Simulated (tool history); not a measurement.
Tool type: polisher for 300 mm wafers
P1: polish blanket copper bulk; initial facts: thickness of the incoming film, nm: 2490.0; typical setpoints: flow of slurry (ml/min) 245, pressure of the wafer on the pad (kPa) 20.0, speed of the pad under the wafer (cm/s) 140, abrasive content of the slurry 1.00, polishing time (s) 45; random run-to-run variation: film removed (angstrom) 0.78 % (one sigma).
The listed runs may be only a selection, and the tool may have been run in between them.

run,day,flow of slurry (ml/min),pressure of the wafer on the pad (kPa),speed of the pad under the wafer (cm/s),abrasive content of the slurry,polishing time (s),wafers polished on this pad,hours since the slurry nozzle was cleaned,hours since the head pressure was calibrated,hours since the slurry blender was calibrated,film removed (angstrom)
1,0.612,245,20.0,140,1.00,45,617,87.1,207.6,143.9,7173.7
2,1.175,245,20.0,140,1.00,45,803,100.6,221.1,157.4,7177.7
3,1.596,245,20.0,140,1.00,45,942,110.7,231.2,167.5,7170.2
4,2.238,245,20.0,200,1.00,45,1154,126.1,246.6,182.9,10197.0
5,2.575,145,14.5,140,1.00,45,1265,134.2,254.7,191.0,4844.5
6,3.104,245,20.0,140,1.00,25,1440,146.9,267.4,203.7,3987.1
7,3.458,245,20.0,140,0.75,66,1557,155.4,275.9,212.2,10000.0
8,3.846,145,20.0,140,1.00,45,1686,164.7,285.2,221.5,6622.4
9,4.462,245,20.0,140,1.00,67,1889,179.5,300.0,236.3,10613.0
10,4.767,245,20.0,140,0.55,45,1990,186.8,307.3,243.6,6382.6
11,5.342,245,9.0,140,1.00,45,2180,200.6,321.1,257.4,3222.7
12,5.796,245,20.0,140,1.00,45,2330,211.5,332.0,268.3,7148.9
13,6.467,245,20.0,68,1.00,45,2552,227.6,348.1,284.4,3519.1
# day 6.746: slurry blender recalibrated
14,7.146,245,20.0,140,1.00,45,2777,243.9,364.4,9.7,7154.2
15,7.454,245,20.0,140,1.00,45,2878,251.3,371.8,17.1,7155.2
16,8.038,245,20.0,140,1.00,45,3071,265.3,385.8,31.1,7119.7
17,8.700,385,20.0,140,1.00,45,3290,281.2,401.7,47.0,7400.6
18,9.088,245,20.0,140,1.50,45,3418,290.5,411.0,56.3,7823.8
19,9.662,245,31.7,140,1.00,45,3609,304.3,424.8,70.1,11385.0
20,10.329,245,20.0,140,1.00,45,3829,320.3,440.8,86.1,7183.1
21,10.775,245,20.0,140,1.00,45,3976,331.0,451.5,96.8,6974.2
22,11.217,245,20.0,140,1.00,45,4122,341.6,462.1,107.4,6844.3
23,11.833,245,20.0,140,1.00,45,4326,356.4,476.9,122.2,6747.6
# day 11.904: head pressure recalibrated
24,12.292,245,20.0,140,1.00,45,4478,367.4,9.3,133.2,6730.5
25,12.604,245,20.0,140,1.00,45,4581,374.9,16.8,140.7,6734.2
# day 12.867: worn pad replaced by a new one
26,13.250,245,20.0,140,1.00,45,127,390.4,32.3,156.2,6742.0
27,13.850,245,20.0,140,1.00,45,325,404.8,46.7,170.6,6690.5

What P1 gives has crept away from where it was. These 2 causes fit the log equally well, each at the size given:
A: slurry flow missing at the pad, % = 39.8
B: abrasive missing from the slurry, % = 28.5
The gradual shift began around day 10.329.
The rest of the possible causes, and what rules out each one:
removal rate lost through wear of the pad, %: serviced at day 12.867, after the change had begun; the process did not return to its earlier output
head's pressure below its setpoint, %: serviced at day 11.904, after the change had begun; the process did not return to its earlier output

Below are 4 check runs, each averaged over 5 wafers, with their results shown as question marks. Which of them would give clearly different results depending on which cause is behind the drift?
check 1,14.450,245,20.0,98,1.30,45,,,,,?
check 2,14.450,245,20.0,140,1.45,55,,,,,?
check 3,14.450,245,11.7,140,1.00,27,,,,,?
check 4,14.450,170,20.0,140,1.00,59,,,,,?

What every check run would give for each of its results, assuming each possible cause in turn:
check,result,if A,if B
check 1,film removed (angstrom),4958.2,4947.2
check 2,film removed (angstrom),8869.8,8842.0
check 3,film removed (angstrom),2353.1,2353.1
check 4,film removed (angstrom),8133.2,8366.8
Separation of the two closest causes in each check, using whichever result separates them best: check 1 0.22 %; check 2 0.31 %; check 3 0 %; check 4 2.83 %
Check 4 distinguishes between the causes, while the remaining checks would return nearly the same result for all of them.

Here is what check 4 returned: film removed (angstrom) 8313.2. Which cause is it?

Of the candidate causes, it is B: abrasive missing from the slurry, %.
